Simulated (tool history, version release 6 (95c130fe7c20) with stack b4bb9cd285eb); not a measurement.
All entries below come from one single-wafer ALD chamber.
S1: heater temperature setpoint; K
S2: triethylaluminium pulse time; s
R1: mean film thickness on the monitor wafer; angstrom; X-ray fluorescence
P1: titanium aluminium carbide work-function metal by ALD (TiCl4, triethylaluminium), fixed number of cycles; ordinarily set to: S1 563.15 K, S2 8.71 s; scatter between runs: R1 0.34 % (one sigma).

run	day	S1	S2	R1
1	0.275	563.15	8.71	18.510
2	0.517	563.15	8.71	18.435
# day 0.771: thermocouple changed; heater temperature recalibrated
3	0.779	563.15	8.71	18.519
4	1.017	563.15	8.71	18.466
5	1.192	547.15	8.71	17.157
6	1.350	588.15	8.71	20.544
7	1.588	540.15	11.11	17.091
8	1.746	563.15	4.54	15.436
9	2.017	583.15	14.24	21.030
10	2.208	563.15	11.31	18.995
11	2.412	563.15	8.71	18.483
12	2.562	563.15	8.71	18.409
13	2.821	563.15	8.71	18.467
14	3.033	563.15	8.71	18.283
15	3.192	563.15	8.71	18.181
16	3.346	563.15	8.71	18.206
17	3.612	563.15	8.71	18.160
18	3.800	563.15	8.71	18.145
19	3.938	563.15	8.71	18.094
20	4.217	563.15	8.71	18.122
21	4.396	563.15	8.71	18.092
22	4.542	563.15	8.71	18.060

Forecast run 23:
23	4.696	563.15	8.71	?

R1: 18.113 angstrom
